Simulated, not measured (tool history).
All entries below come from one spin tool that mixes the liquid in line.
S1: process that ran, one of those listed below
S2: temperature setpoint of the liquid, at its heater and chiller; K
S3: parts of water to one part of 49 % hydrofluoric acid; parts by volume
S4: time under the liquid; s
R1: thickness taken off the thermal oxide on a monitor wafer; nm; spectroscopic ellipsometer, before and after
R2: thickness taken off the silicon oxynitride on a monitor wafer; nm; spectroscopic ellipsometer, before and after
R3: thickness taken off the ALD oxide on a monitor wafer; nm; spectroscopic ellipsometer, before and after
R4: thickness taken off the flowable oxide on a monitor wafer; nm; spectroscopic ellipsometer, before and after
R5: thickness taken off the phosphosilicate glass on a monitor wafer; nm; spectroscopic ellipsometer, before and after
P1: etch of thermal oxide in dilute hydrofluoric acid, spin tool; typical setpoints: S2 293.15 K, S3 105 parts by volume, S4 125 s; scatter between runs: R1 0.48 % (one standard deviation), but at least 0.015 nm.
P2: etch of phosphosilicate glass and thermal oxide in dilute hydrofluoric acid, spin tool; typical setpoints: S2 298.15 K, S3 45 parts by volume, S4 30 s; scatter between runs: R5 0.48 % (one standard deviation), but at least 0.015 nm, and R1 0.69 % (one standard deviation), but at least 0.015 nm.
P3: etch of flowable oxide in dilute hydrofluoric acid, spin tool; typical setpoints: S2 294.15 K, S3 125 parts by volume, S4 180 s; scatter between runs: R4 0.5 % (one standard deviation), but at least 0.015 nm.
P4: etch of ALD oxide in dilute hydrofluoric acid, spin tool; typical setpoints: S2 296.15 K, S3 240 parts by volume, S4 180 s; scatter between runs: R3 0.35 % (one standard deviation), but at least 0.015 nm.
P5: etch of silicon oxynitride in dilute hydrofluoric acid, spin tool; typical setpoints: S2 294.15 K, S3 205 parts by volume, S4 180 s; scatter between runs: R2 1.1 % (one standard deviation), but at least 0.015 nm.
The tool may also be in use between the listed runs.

run   hour  S1      S2   S3   S4      R1      R2      R3      R4      R5
  1    7.7  P1  293.15  105  125  4.5724
  2   17.2  P1  293.15  105  125  4.6118
  3   27.1  P1  293.15  170  125   2.678
  4   36.5  P5  299.65  205  180          2.7095
  5   46.1  P1  290.15  160  125  2.5183
  6   51.4  P4  296.15  440  180                  3.4355
  7   62.8  P3  294.15   50  180                          104.85
  8   69.1  P1  293.15  105   35  1.3105
  9   76.7  P3  294.15  125  180                          38.337
 10   82.4  P2  302.65   45   30  4.0898                          76.652
 11   91.5  P3  294.15  125  180                          38.196
 12    100  P1  298.65  105  125  5.7392
 13  109.6  P1  293.15   50  125  10.345
 14  115.8  P4  296.15  240  180                  7.6256
 15  124.9  P1  293.15  105  125  4.5326
 16  136.4  P4  296.15  240  180                  7.6176
 17  144.5  P2  298.15   20   30  7.9499                          148.72
 18  153.5  P2  298.15   45   30  3.4056                          64.074
 19    165  P1  293.15  105  125  4.5824
 20  174.9  P3  300.15  125  180                          48.294
 21    181  P4  296.15  240  300                  12.641
 22  191.7  P1  293.15  105  125  4.5995
 23    198  P1  290.15  105  125  4.0981
     201.7  -- hydrofluoric acid flow meter replaced
 24  203.3  P5  294.15  205  350          4.1473
 25  213.3  P2  298.15   45   15  1.7272                           31.95
 26  224.9  P1  293.15  105  245  9.0147
 27    236  P2  298.15   45   30  3.3623                          64.015
 28  247.2  P4  291.65  240  180                  6.4431
 29  254.9  P1  293.15   65   75  4.6578
 30  263.5  P5  294.15  205  180          2.1016
 31  270.9  P5  294.15  205  180           2.132
 32  282.7  P5  294.15  285  180          1.4392
 33    293  P3  294.15  125  270                          57.763
 34    299  P1  293.15  105  125   4.529
 35  304.5  P1  293.15  105  125  4.5319
 36  312.4  P1  293.15  105  125  4.4317
 37  322.6  P1  293.15  105  125  4.3019
 38    329  P1  293.15  105  125  4.3245
 39  336.6  P1  293.15  105  125  4.3095
 40  344.6  P1  293.15  105  125  4.3107
 41  355.7  P1  293.15  105  125  4.2762
 42  367.5  P1  293.15  105  125  4.2611
 43  378.1  P1  293.15  105  125  4.2318

Something has made what P1 gives creep away from where it was; the 2 causes below, each at its own stated size, fit the log equally well:
A: hydrofluoric acid flow below the setpoint (%) = 7.01
B: liquid colder than its thermometer reads (K) = 1.97
Creep in the process output first set in at about hour 299.

Which of the 4 check runs listed below, each an average over 2 wafers with its results shown as question marks, gives clearly different results under the different listed causes?
check 1  388.7  P3  300.15   55  180               ?
check 2  388.7  P4  296.15  430  180           ?
check 3  388.7  P5  294.15  285  265       ?
check 4  388.7  P2  301.15   20   30   ?               ?

What each check would give under each cause:
  check  result    if A    if B
check 1      R4   112.1  112.01
check 2      R3    3.23   3.344
check 3      R2  1.9583  1.9545
check 4      R1  8.3569  8.3043
check 4      R5  156.25  155.26
Minimum pairwise separation of causes per check, each pair taken at its best-separating result: check 1 0.08 %; check 2 3.47 %; check 3 0.19 %; check 4 0.63 %
The causes can be told apart only by check 2. The other checks would give nearly the same results under each of them.

Then check 2 was run and gave: R3 3.2306 nm. Which cause is it?

A is the cause: hydrofluoric acid flow below the setpoint (%).

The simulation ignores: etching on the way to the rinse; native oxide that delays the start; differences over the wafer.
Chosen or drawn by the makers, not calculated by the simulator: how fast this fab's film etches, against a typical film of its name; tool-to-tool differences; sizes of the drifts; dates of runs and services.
